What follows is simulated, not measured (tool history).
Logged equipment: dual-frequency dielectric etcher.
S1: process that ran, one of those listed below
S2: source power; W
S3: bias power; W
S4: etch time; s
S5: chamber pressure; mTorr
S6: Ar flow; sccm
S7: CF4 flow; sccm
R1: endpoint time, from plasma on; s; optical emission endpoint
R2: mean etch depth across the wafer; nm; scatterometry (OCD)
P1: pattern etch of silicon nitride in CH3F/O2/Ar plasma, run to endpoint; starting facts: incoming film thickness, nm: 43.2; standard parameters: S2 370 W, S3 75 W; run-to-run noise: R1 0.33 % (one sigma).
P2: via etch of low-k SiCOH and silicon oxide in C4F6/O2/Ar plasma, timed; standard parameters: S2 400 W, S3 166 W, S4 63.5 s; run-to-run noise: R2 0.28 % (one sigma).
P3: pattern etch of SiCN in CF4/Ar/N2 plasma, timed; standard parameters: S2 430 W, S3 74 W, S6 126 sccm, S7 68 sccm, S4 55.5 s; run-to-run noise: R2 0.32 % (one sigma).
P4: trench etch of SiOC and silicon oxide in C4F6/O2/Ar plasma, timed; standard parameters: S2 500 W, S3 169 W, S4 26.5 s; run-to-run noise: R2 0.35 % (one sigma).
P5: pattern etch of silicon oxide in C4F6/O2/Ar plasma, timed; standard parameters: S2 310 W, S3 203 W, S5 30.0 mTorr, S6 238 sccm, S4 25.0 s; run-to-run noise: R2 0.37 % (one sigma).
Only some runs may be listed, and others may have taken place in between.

Run 1, hour 4.1: S1 P1, S2 370 W, S3 75 W. Result: R1 63.617 s.
Run 2, hour 7.1: S1 P2, S2 400 W, S3 166 W, S4 63.5 s. Result: R2 160.830 nm.
Run 3, hour 10.7: S1 P5, S2 440 W, S3 203 W, S4 25.0 s, S5 30.0 mTorr, S6 238 sccm. Result: R2 87.835 nm.
Run 4, hour 13.5: S1 P1, S2 270 W, S3 75 W. Result: R1 71.433 s.
Run 5, hour 16.7: S1 P4, S2 500 W, S3 169 W, S4 26.5 s. Result: R2 55.224 nm.
Run 6, hour 20.7: S1 P1, S2 370 W, S3 75 W. Result: R1 63.820 s.
Run 7, hour 22.6: S1 P5, S2 310 W, S3 203 W, S4 25.0 s, S5 30.0 mTorr, S6 310 sccm. Result: R2 74.944 nm.
Run 8, hour 26.8: S1 P3, S2 430 W, S3 74 W, S4 35.5 s, S6 126 sccm, S7 68 sccm. Result: R2 27.851 nm.
Run 9, hour 28.9: S1 P5, S2 310 W, S3 158 W, S4 25.0 s, S5 30.0 mTorr, S6 238 sccm. Result: R2 70.763 nm.
Run 10, hour 33.1: S1 P2, S2 520 W, S3 166 W, S4 63.5 s. Result: R2 178.290 nm.
Run 11, hour 35.8: S1 P2, S2 400 W, S3 166 W, S4 63.5 s. Result: R2 160.670 nm.
Run 12, hour 39.1: S1 P5, S2 310 W, S3 203 W, S4 37.0 s, S5 30.0 mTorr, S6 238 sccm. Result: R2 112.970 nm.
Run 13, hour 43.1: S1 P1, S2 370 W, S3 75 W. Result: R1 63.962 s.
Run 14, hour 47.1: S1 P2, S2 400 W, S3 97 W, S4 63.5 s. Result: R2 137.140 nm.
Run 15, hour 51.5: S1 P3, S2 280 W, S3 74 W, S4 55.5 s, S6 126 sccm, S7 68 sccm. Result: R2 29.876 nm.
At hour 53.2: wet clean of the chamber.
Run 16, hour 54.8: S1 P1, S2 370 W, S3 56 W. Result: R1 70.316 s.
Run 17, hour 57.9: S1 P1, S2 370 W, S3 75 W. Result: R1 63.679 s.
Run 18, hour 59.9: S1 P3, S2 430 W, S3 52 W, S4 55.5 s, S6 126 sccm, S7 68 sccm. Result: R2 38.396 nm.
Run 19, hour 62.1: S1 P2, S2 400 W, S3 166 W, S4 88.0 s. Result: R2 223.270 nm.
Run 20, hour 64.7: S1 P4, S2 650 W, S3 169 W, S4 26.5 s. Result: R2 61.118 nm.
Run 21, hour 69.1: S1 P3, S2 430 W, S3 74 W, S4 55.5 s, S6 126 sccm, S7 81 sccm. Result: R2 44.351 nm.
Run 22, hour 72.9: S1 P1, S2 370 W, S3 97 W. Result: R1 57.764 s.
Run 23, hour 76.0: S1 P1, S2 440 W, S3 102 W. Result: R1 53.296 s.
Run 24, hour 79.9: S1 P1, S2 370 W, S3 75 W. Result: R1 63.724 s.
Run 25, hour 83.3: S1 P1, S2 370 W, S3 75 W. Result: R1 63.727 s.
Run 26, hour 86.2: S1 P4, S2 500 W, S3 169 W, S4 26.5 s. Result: R2 55.155 nm.
Run 27, hour 88.4: S1 P5, S2 310 W, S3 203 W, S4 25.0 s, S5 39.5 mTorr, S6 238 sccm. Result: R2 74.122 nm.
Run 28, hour 91.3: S1 P4, S2 500 W, S3 103 W, S4 26.5 s. Result: R2 47.467 nm.
Run 29, hour 93.5: S1 P4, S2 500 W, S3 169 W, S4 16.5 s. Result: R2 34.350 nm.
Run 30, hour 96.4: S1 P5, S2 310 W, S3 203 W, S4 25.0 s, S5 30.0 mTorr, S6 238 sccm. Result: R2 76.021 nm.
Run 31, hour 100.7: S1 P3, S2 430 W, S3 74 W, S4 55.5 s, S6 126 sccm, S7 68 sccm. Result: R2 43.397 nm.
Run 32, hour 103.7: S1 P3, S2 430 W, S3 74 W, S4 55.5 s, S6 90 sccm, S7 68 sccm. Result: R2 45.912 nm.
Run 33, hour 107.7: S1 P1, S2 510 W, S3 75 W. Result: R1 56.184 s.
Run 34, hour 111.6: S1 P1, S2 370 W, S3 75 W. Result: R1 63.627 s.
Run 35, hour 115.3: S1 P1, S2 370 W, S3 75 W. Result: R1 63.224 s.
Run 36, hour 117.7: S1 P1, S2 370 W, S3 75 W. Result: R1 62.806 s.
Run 37, hour 120.1: S1 P1, S2 370 W, S3 75 W. Result: R1 62.732 s.
Run 38, hour 122.7: S1 P1, S2 370 W, S3 75 W. Result: R1 62.954 s.
Run 39, hour 127.1: S1 P1, S2 370 W, S3 75 W. Result: R1 62.737 s.
At hour 129.4: wet clean of the chamber.
Run 40, hour 130.2: S1 P1, S2 370 W, S3 75 W. Result: R1 62.531 s.
Run 41, hour 132.9: S1 P1, S2 370 W, S3 75 W. Result: R1 62.340 s.
Run 42, hour 136.4: S1 P1, S2 370 W, S3 75 W. Result: R1 62.755 s.
Run 43, hour 140.6: S1 P1, S2 370 W, S3 75 W. Result: R1 62.605 s.
Run 44, hour 142.9: S1 P1, S2 370 W, S3 75 W. Result: R1 62.855 s.

What does the tool deliver on the next run?
Run 45, hour 146.0: S1 P1, S2 370 W, S3 75 W. Result: R1 ?.

R1: 62.385 s
